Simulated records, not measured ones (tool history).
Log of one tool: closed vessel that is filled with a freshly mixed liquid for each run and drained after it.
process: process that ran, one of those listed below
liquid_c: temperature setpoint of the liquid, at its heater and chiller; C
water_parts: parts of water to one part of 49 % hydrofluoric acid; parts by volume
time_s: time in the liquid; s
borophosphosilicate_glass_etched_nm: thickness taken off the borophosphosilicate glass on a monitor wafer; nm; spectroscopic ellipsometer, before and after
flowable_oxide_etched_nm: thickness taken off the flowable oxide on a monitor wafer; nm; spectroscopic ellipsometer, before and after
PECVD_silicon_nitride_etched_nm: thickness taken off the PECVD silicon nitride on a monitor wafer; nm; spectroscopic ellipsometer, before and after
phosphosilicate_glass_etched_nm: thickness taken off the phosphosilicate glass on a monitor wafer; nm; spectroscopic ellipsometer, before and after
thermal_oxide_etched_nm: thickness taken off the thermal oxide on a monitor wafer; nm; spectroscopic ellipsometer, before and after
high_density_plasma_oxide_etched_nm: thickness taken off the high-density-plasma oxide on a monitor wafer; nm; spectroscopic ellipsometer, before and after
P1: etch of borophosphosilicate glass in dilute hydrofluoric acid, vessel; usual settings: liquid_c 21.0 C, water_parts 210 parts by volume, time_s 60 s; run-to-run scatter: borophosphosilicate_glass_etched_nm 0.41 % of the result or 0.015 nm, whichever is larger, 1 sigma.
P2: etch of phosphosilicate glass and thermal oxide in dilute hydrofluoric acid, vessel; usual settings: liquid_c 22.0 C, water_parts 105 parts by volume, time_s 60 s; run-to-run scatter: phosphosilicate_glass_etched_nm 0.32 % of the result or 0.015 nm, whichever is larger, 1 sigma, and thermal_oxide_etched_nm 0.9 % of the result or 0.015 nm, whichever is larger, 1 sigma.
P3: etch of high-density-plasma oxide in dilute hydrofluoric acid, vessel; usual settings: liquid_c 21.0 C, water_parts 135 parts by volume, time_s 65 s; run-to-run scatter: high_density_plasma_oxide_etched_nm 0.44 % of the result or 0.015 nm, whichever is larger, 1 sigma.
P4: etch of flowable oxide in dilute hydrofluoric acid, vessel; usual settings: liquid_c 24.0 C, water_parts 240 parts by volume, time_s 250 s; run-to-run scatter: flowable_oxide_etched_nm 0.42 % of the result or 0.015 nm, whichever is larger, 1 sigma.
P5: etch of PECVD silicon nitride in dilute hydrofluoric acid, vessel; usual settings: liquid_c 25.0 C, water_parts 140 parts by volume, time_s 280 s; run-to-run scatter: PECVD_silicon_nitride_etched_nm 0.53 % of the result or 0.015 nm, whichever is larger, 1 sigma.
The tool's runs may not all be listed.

run   hour  process  liquid_c  water_parts  time_s  borophosphosilicate_glass_etched_nm  flowable_oxide_etched_nm  PECVD_silicon_nitride_etched_nm  phosphosilicate_glass_etched_nm  thermal_oxide_etched_nm  high_density_plasma_oxide_etched_nm
  1   11.7       P1      21.0          210      60                              10.5950
  2   21.6       P4      24.0          240     250                                                         43.688
  3   36.4       P1      21.0          210      85                              15.1260
  4   52.4       P1      17.0          210      60                               9.1494
  5   68.3       P1      21.0           60      60                              43.9500
  6   76.4       P1      21.0          210      60                              10.6500
  7   88.8       P5      25.0          140     280                                                                                          9.3260
  8  101.7       P4      24.0          240     250                                                         43.613
  9  109.6       P2      22.0          105     115                                                                                                                          111.500                   4.4840
 10  123.1       P1      17.0          105      60                              20.2460
 11  136.0       P5      25.0          255     280                                                                                          5.1784
 12  146.6       P3      28.5          135      65                                                                                                                                                                                         6.2115
 13  158.2       P4      17.5          240     250                                                         34.306
 14  170.8       P5      25.0          140      75                                                                                          2.5032
 15  178.5       P1      21.0          210      60                              10.6770
 16  194.6       P2      29.5          105      60                                                                                                                           77.742                   3.1305
 17  203.2       P1      28.5          210      60                              13.9480
 18  218.3       P3      21.0          230      65                                                                                                                                                                                         2.4551
 19  233.2       P1      21.0          210      60                              10.6880
 20  244.5       P2      22.0          165      60                                                                                                                           34.548                   1.3706
 21  258.5       P4      24.0          370     250                                                         24.929
 22  271.1       P1      21.0          210      60                              10.7420
 23  284.9       P4      24.0          240     415                                                         72.346

Forecast run 24:
 24  292.6       P5      18.0          140     280                                                                                               ?

Run 24 gave PECVD_silicon_nitride_etched_nm 5.8666 nm.

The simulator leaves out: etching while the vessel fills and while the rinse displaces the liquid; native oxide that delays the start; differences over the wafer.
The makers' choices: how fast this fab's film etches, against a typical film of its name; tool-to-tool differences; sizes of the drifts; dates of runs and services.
